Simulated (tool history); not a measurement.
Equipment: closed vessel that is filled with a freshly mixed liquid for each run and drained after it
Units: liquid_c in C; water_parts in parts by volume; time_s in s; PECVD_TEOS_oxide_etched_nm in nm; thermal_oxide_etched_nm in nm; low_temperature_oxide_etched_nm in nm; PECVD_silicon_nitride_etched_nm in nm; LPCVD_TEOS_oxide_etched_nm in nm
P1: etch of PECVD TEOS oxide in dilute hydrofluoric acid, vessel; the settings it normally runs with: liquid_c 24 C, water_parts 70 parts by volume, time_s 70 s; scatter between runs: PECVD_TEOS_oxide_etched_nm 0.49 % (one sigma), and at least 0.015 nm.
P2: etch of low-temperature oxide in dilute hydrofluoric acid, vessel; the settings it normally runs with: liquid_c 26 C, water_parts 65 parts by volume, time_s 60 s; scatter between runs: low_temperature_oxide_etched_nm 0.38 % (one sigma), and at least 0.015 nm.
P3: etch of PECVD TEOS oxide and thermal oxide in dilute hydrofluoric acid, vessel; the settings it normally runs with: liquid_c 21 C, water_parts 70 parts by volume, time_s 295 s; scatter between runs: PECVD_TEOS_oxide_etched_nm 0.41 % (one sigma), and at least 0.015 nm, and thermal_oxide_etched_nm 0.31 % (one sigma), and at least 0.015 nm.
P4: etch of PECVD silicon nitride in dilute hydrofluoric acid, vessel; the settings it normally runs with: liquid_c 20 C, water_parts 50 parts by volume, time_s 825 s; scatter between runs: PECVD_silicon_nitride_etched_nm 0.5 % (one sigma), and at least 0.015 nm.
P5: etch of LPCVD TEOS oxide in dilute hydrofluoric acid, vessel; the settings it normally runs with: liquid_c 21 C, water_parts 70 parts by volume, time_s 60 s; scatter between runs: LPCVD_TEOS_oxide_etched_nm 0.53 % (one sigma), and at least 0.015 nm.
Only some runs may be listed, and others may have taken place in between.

run   hour  process  liquid_c  water_parts  time_s  hours since the thermometer was replaced  hours since the hydrofluoric acid flow meter was replaced  PECVD_TEOS_oxide_etched_nm  thermal_oxide_etched_nm  low_temperature_oxide_etched_nm  PECVD_silicon_nitride_etched_nm  LPCVD_TEOS_oxide_etched_nm
  1    9.4       P1        24           70      70                                     195.6                                                     1240.1                      9.0903
  2   17.8       P3        21           70     295                                       204                                                     1248.5                      34.966                   17.319
  3   22.7       P2        26           20      60                                     208.9                                                     1253.4                                                                                43.707
  4   33.1       P1        24           70      70                                     219.3                                                     1263.8                      9.0708
  5   38.8       P2        19           65      60                                       225                                                     1269.5                                                                                9.5403
  6   49.1       P1      20.5           30      70                                     235.3                                                     1279.8                      19.052
  7   56.4       P4        20           50     825                                     242.6                                                     1287.1                                                                                                                 21.666
  8   66.1       P1        24           70      70                                     252.3                                                     1296.8                      9.0939
  9   72.8       P4      24.5           50     825                                       259                                                     1303.5                                                                                                                 28.977
 10   81.6       P5        21           70      60                                     267.8                                                     1312.3                                                                                                                                             29.721
 11   87.6       P1        24           70      70                                     273.8                                                     1318.3                      9.0699
 12   92.7       P2        26           65      60                                     278.9                                                     1323.4                                                                                12.645
 13   98.5       P1        24           70      70                                     284.7                                                     1329.2                      9.1508
 14  107.9       P4        20           20     825                                     294.1                                                     1338.6                                                                                                                 52.202
 15  113.8       P1        17           70      70                                       300                                                     1344.5                      6.8362
 16  123.3       P3        21          115     295                                     309.5                                                       1354                      20.242                   10.011
 17  130.3       P5        21           20      60                                     316.5                                                       1361                                                                                                                                             109.75
 18  139.5       P1        24           70     115                                     325.7                                                     1370.2                      14.961
 19  148.1       P1        24           70      70                                     334.3                                                     1378.8                      9.0855
 20  158.5       P3        21           70      30                                     344.7                                                     1389.2                      3.5685                   1.7788
 21  169.5       P1        31           70      70                                     355.7                                                     1400.2                      11.986
 22  178.6       P5        21           70      30                                     364.8                                                     1409.3                                                                                                                                             14.635
 23    187       P1        24          115      70                                     373.2                                                     1417.7                      5.2514
 24  192.1       P1        24           70      30                                     378.3                                                     1422.8                      3.8872
 25  202.1       P2        26           65      30                                     388.3                                                     1432.8                                                                                6.3179
 26  210.9       P4        20           50     340                                     397.1                                                     1441.6                                                                                                                 8.9029
 27  219.8       P1        24           20      70                                       406                                                     1450.5                      33.837
 28  229.4       P3        17           70     295                                     415.6                                                     1460.1                       29.66                   14.714
 29  237.8       P5        21           70      60                                       424                                                     1468.5                                                                                                                                             29.498
 30  248.8       P1        24           70      70                                       435                                                     1479.5                      9.0811
 31  256.8       P5        28           70      60                                       443                                                     1487.5                                                                                                                                             38.948
 32  263.6       P1        24           70      70                                     449.8                                                     1494.3                      9.1339
 33  272.6       P1        24           70      70                                     458.8                                                     1503.3                      9.3277
 34  279.7       P1        24           70      70                                     465.9                                                     1510.4                      9.4557
 35  289.8       P1        24           70      70                                       476                                                     1520.5                      9.5113
 36  297.5       P1        24           70      70                                     483.7                                                     1528.2                      9.5857
 37  303.6       P1        24           70      70                                     489.8                                                     1534.3                      9.6366
 38  311.2       P1        24           70      70                                     497.4                                                     1541.9                      9.6079
 39  321.7       P1        24           70      70                                     507.9                                                     1552.4                      9.6919
 40  326.6       P1        24           70      70                                     512.8                                                     1557.3                      9.7225

P1 no longer gives what it gave before; its output has crept away from where it was. The following 2 causes, each at its listed size, fit the log equally well:
A: hydrofluoric acid flow above the setpoint (%) = 5.83
B: liquid hotter than its thermometer reads (K) = 1.53
The process output started creeping at around hour 263.6.

Which of the 4 check runs listed below separates the causes, so that each cause would produce a clearly different result? Each run uses one wafer, and its results are marked with question marks.
check 1  331.5       P5        21           20      30                                                                                                                                                                                                                                                       ?
check 2  331.5       P3        21          115     120                                                                                                                                ?                        ?
check 3  331.5       P2      19.5           65      60                                                                                                                                                                                          ?
check 4  331.5       P4        20           20     825                                                                                                                                                                                                                           ?

What each check would give under each cause:
  check                           result    if A    if B
check 1       LPCVD_TEOS_oxide_etched_nm  57.936  58.384
check 2       PECVD_TEOS_oxide_etched_nm  8.7877  8.7648
check 2          thermal_oxide_etched_nm  4.3547  4.3434
check 3  low_temperature_oxide_etched_nm  10.263  10.297
check 4  PECVD_silicon_nitride_etched_nm  54.627  57.638
Gap, in per cent, between the two causes that each check separates least, read from the result that separates them most: check 1 0.77 %; check 2 0.26 %; check 3 0.33 %; check 4 5.37 %
Of the check runs offered, only check 4 discriminates between the causes; the rest would read about the same regardless of which cause applies.

Check 4 was then run and gave: PECVD_silicon_nitride_etched_nm 54.789 nm. Which cause is it?

The cause is A: hydrofluoric acid flow above the setpoint (%).

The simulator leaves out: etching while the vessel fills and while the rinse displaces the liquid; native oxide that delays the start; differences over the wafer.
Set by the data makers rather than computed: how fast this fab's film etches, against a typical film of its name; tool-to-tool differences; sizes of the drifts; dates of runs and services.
